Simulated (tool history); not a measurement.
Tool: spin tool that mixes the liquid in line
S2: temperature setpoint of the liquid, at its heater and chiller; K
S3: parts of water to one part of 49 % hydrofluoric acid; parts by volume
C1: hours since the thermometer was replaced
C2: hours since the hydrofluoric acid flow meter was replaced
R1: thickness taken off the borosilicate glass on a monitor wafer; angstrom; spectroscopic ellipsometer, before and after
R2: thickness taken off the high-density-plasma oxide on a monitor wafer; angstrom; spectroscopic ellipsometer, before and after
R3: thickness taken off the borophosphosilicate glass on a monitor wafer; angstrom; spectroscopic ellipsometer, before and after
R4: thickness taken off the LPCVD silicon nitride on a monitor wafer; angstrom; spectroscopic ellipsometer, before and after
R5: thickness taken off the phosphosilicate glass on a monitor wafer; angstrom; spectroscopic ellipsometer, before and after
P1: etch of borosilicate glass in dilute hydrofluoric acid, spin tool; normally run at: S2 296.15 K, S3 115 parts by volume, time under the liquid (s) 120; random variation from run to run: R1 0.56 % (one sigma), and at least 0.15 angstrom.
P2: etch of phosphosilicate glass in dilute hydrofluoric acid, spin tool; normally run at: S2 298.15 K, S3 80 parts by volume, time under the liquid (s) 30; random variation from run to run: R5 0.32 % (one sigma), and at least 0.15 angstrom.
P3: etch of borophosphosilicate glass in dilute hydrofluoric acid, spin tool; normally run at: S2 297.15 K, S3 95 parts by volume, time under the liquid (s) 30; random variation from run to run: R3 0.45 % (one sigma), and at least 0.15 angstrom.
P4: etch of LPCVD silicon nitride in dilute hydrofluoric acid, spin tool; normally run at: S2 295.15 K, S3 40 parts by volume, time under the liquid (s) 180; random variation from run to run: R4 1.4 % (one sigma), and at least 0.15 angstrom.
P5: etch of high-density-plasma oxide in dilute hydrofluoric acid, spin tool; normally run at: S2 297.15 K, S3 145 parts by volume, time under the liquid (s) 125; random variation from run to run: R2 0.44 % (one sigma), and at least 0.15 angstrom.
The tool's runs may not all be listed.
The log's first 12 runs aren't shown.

run 13 hour=123.6 | process_that_ran=P5 S2=297.15 S3=145 time_under_the_liquid_(s)=25 | C1=965.7 C2=581.0 | R2=12.348
run 14 hour=135.4 | process_that_ran=P5 S2=297.15 S3=145 time_under_the_liquid_(s)=125 | C1=977.5 C2=592.8 | R2=63.375
run 15 hour=141.9 | process_that_ran=P1 S2=296.15 S3=185 time_under_the_liquid_(s)=50 | C1=984.0 C2=599.3 | R1=42.278
run 16 hour=149.1 | process_that_ran=P1 S2=296.15 S3=115 time_under_the_liquid_(s)=120 | C1=991.2 C2=606.5 | R1=175.310
run 17 hour=155.0 | process_that_ran=P3 S2=297.15 S3=25 time_under_the_liquid_(s)=30 | C1=997.1 C2=612.4 | R3=538.540
run 18 hour=164.0 | process_that_ran=P1 S2=296.15 S3=115 time_under_the_liquid_(s)=175 | C1=1006.1 C2=621.4 | R1=252.300
run 19 hour=176.0 | process_that_ran=P3 S2=297.15 S3=95 time_under_the_liquid_(s)=30 | C1=1018.1 C2=633.4 | R3=129.210
run 20 hour=183.0 | process_that_ran=P1 S2=296.15 S3=115 time_under_the_liquid_(s)=120 | C1=1025.1 C2=640.4 | R1=175.650
run 21 hour=195.7 | process_that_ran=P1 S2=290.15 S3=115 time_under_the_liquid_(s)=120 | C1=1037.8 C2=653.1 | R1=136.050
run 22 hour=208.2 | process_that_ran=P1 S2=296.15 S3=115 time_under_the_liquid_(s)=120 | C1=1050.3 C2=665.6 | R1=173.800
run 23 hour=219.4 | process_that_ran=P2 S2=298.15 S3=80 time_under_the_liquid_(s)=30 | C1=1061.5 C2=676.8 | R5=493.80
run 24 hour=230.0 | process_that_ran=P1 S2=302.65 S3=115 time_under_the_liquid_(s)=120 | C1=1072.1 C2=687.4 | R1=223.940
run 25 hour=236.8 | process_that_ran=P4 S2=300.15 S3=40 time_under_the_liquid_(s)=180 | C1=1078.9 C2=694.2 | R4=26.8760
run 26 hour=247.8 | process_that_ran=P3 S2=297.15 S3=95 time_under_the_liquid_(s)=15 | C1=1089.9 C2=705.2 | R3=64.324
run 27 hour=255.0 | process_that_ran=P2 S2=298.15 S3=110 time_under_the_liquid_(s)=30 | C1=1097.1 C2=712.4 | R5=344.35
run 28 hour=263.7 | process_that_ran=P1 S2=290.15 S3=115 time_under_the_liquid_(s)=200 | C1=1105.8 C2=721.1 | R1=227.300
run 29 hour=270.5 | process_that_ran=P1 S2=296.15 S3=115 time_under_the_liquid_(s)=120 | C1=1112.6 C2=727.9 | R1=172.560
run 30 hour=276.2 | process_that_ran=P1 S2=296.15 S3=115 time_under_the_liquid_(s)=60 | C1=1118.3 C2=733.6 | R1=87.049
run 31 hour=287.1 | process_that_ran=P5 S2=297.15 S3=255 time_under_the_liquid_(s)=125 | C1=1129.2 C2=744.5 | R2=32.095
run 32 hour=294.6 | process_that_ran=P2 S2=306.15 S3=80 time_under_the_liquid_(s)=30 | C1=1136.7 C2=752.0 | R5=672.38
run 33 hour=307.7 | process_that_ran=P1 S2=296.15 S3=115 time_under_the_liquid_(s)=120 | C1=1149.8 C2=765.1 | R1=173.590
run 34 hour=318.7 | process_that_ran=P1 S2=296.15 S3=115 time_under_the_liquid_(s)=120 | C1=1160.8 C2=776.1 | R1=178.950
run 35 hour=327.4 | process_that_ran=P1 S2=296.15 S3=115 time_under_the_liquid_(s)=120 | C1=1169.5 C2=784.8 | R1=181.700
run 36 hour=336.9 | process_that_ran=P1 S2=296.15 S3=115 time_under_the_liquid_(s)=120 | C1=1179.0 C2=794.3 | R1=184.790
run 37 hour=347.5 | process_that_ran=P1 S2=296.15 S3=115 time_under_the_liquid_(s)=120 | C1=1189.6 C2=804.9 | R1=185.980

Run 38 comes next. What will it give?
run 38 hour=356.0 | process_that_ran=P1 S2=296.15 S3=115 time_under_the_liquid_(s)=120 | C1=1198.1 C2=813.4 | R1=?

R1: 187.500 angstrom
